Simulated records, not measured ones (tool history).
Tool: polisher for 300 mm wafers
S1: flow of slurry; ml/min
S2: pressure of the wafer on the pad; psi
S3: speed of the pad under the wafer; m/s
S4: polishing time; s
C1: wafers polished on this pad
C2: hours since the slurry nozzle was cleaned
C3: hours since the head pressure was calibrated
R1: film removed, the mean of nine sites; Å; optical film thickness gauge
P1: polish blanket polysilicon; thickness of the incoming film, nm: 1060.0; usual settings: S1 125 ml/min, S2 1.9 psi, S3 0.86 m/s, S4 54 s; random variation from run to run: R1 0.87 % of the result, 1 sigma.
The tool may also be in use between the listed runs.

run 1 hour=7.3 | S1=125 S2=1.9 S3=0.86 S4=54 | C1=628 C2=506.9 C3=197.6 | R1=2894.6
run 2 hour=15.9 | S1=125 S2=1.9 S3=0.86 S4=75 | C1=723 C2=515.5 C3=206.2 | R1=4008.4
run 3 hour=20.3 | S1=125 S2=1.9 S3=0.86 S4=54 | C1=772 C2=519.9 C3=210.6 | R1=2881.4
run 4 hour=27.6 | S1=125 S2=1.9 S3=0.86 S4=54 | C1=853 C2=527.2 C3=217.9 | R1=2858.4
run 5 hour=36.1 | S1=125 S2=1.9 S3=0.58 S4=54 | C1=947 C2=535.7 C3=226.4 | R1=1928.6
run 6 hour=42.6 | S1=125 S2=1.9 S3=0.66 S4=33 | C1=1019 C2=542.2 C3=232.9 | R1=1344
run 7 hour=49.8 | S1=125 S2=1.9 S3=0.86 S4=54 | C1=1098 C2=549.4 C3=240.1 | R1=2878.4
-- hour=56.8 worn pad replaced by a new one
run 8 hour=57.9 | S1=75 S2=1.9 S3=0.86 S4=54 | C1=12 C2=557.5 C3=248.2 | R1=2459.2
run 9 hour=66.5 | S1=125 S2=1.9 S3=1.32 S4=54 | C1=107 C2=566.1 C3=256.8 | R1=4388.3
run 10 hour=71.8 | S1=125 S2=1.9 S3=0.86 S4=54 | C1=166 C2=571.4 C3=262.1 | R1=2911.9
run 11 hour=76.3 | S1=125 S2=1.9 S3=0.86 S4=54 | C1=215 C2=575.9 C3=266.6 | R1=2828.8
run 12 hour=82.7 | S1=75 S2=1.9 S3=0.86 S4=74 | C1=286 C2=582.3 C3=273 | R1=3438
run 13 hour=86.8 | S1=125 S2=0.9 S3=0.86 S4=54 | C1=332 C2=586.4 C3=277.1 | R1=1359.7
run 14 hour=94.9 | S1=125 S2=3.1 S3=0.86 S4=54 | C1=421 C2=594.5 C3=285.2 | R1=4679.4
run 15 hour=102.8 | S1=195 S2=1.9 S3=0.86 S4=54 | C1=509 C2=602.4 C3=293.1 | R1=3093.7
run 16 hour=111.8 | S1=125 S2=1.9 S3=0.86 S4=54 | C1=608 C2=611.4 C3=302.1 | R1=2915.7
run 17 hour=121.1 | S1=75 S2=1.1 S3=0.86 S4=54 | C1=711 C2=620.7 C3=311.4 | R1=1447.9
run 18 hour=128.9 | S1=125 S2=1.9 S3=0.86 S4=25 | C1=797 C2=628.5 C3=319.2 | R1=1322.5
run 19 hour=133.9 | S1=125 S2=1.9 S3=0.86 S4=54 | C1=853 C2=633.5 C3=324.2 | R1=2847.4
run 20 hour=140.3 | S1=125 S2=1.9 S3=0.86 S4=54 | C1=923 C2=639.9 C3=330.6 | R1=2800.7
run 21 hour=148.7 | S1=125 S2=1.9 S3=0.86 S4=54 | C1=1016 C2=648.3 C3=339 | R1=2762.2
run 22 hour=157 | S1=125 S2=1.9 S3=0.86 S4=54 | C1=1108 C2=656.6 C3=347.3 | R1=2666.4
-- hour=165.7 worn pad replaced by a new one
run 23 hour=165.7 | S1=125 S2=1.9 S3=0.86 S4=54 | C1=0 C2=665.3 C3=356 | R1=2656.6
run 24 hour=170.6 | S1=125 S2=1.9 S3=0.86 S4=54 | C1=54 C2=670.2 C3=360.9 | R1=2659.1
run 25 hour=175.8 | S1=125 S2=1.9 S3=0.86 S4=54 | C1=111 C2=675.4 C3=366.1 | R1=2675.4
run 26 hour=181.7 | S1=125 S2=1.9 S3=0.86 S4=54 | C1=177 C2=681.3 C3=372 | R1=2645.8
run 27 hour=188.3 | S1=125 S2=1.9 S3=0.86 S4=54 | C1=250 C2=687.9 C3=378.6 | R1=2657.7
run 28 hour=197.3 | S1=125 S2=1.9 S3=0.86 S4=54 | C1=349 C2=696.9 C3=387.6 | R1=2651.7
run 29 hour=202.2 | S1=125 S2=1.9 S3=0.86 S4=54 | C1=403 C2=701.8 C3=392.5 | R1=2635.9

What P1 gives has crept away from where it was. These 2 causes fit the log equally well, each at the size given:
A: head's pressure below its setpoint, % = 7.9
B: slurry flow missing at the pad, % = 29.2
The creep began at about hour 133.9.
Why every other cause is out:
removal rate lost through wear of the pad, %: serviced at hour 165.7, which brought nothing back

4 check runs are offered, each on 2 wafers whose results are averaged, their results left as question marks. Which one tells the causes apart?
run check 1 hour=207.1 | S1=150 S2=1.4 S3=0.86 S4=54 | R1=?
run check 2 hour=207.1 | S1=125 S2=1.9 S3=1.04 S4=54 | R1=?
run check 3 hour=207.1 | S1=125 S2=3 S3=0.86 S4=54 | R1=?
run check 4 hour=207.1 | S1=75 S2=1.9 S3=0.86 S4=72 | R1=?

What each check would give under each cause:
check=check_1 result=R1 if_A=2013 if_B=2038
check=check_2 result=R1 if_A=3192.7 if_B=3192.4
check=check_3 result=R1 if_A=4168.6 if_B=4168.2
check=check_4 result=R1 if_A=3086.1 if_B=2950.6
How far apart the two closest causes lie, in the result that separates them most: check 1 1.23 %; check 2 0.01 %; check 3 0.01 %; check 4 4.49 %
Only check 4 tells the causes apart: in the others they would give nearly the same result.

Then check 4 was run and gave: R1 3105.7 Å. Which cause is it?

It is A: head's pressure below its setpoint, %.

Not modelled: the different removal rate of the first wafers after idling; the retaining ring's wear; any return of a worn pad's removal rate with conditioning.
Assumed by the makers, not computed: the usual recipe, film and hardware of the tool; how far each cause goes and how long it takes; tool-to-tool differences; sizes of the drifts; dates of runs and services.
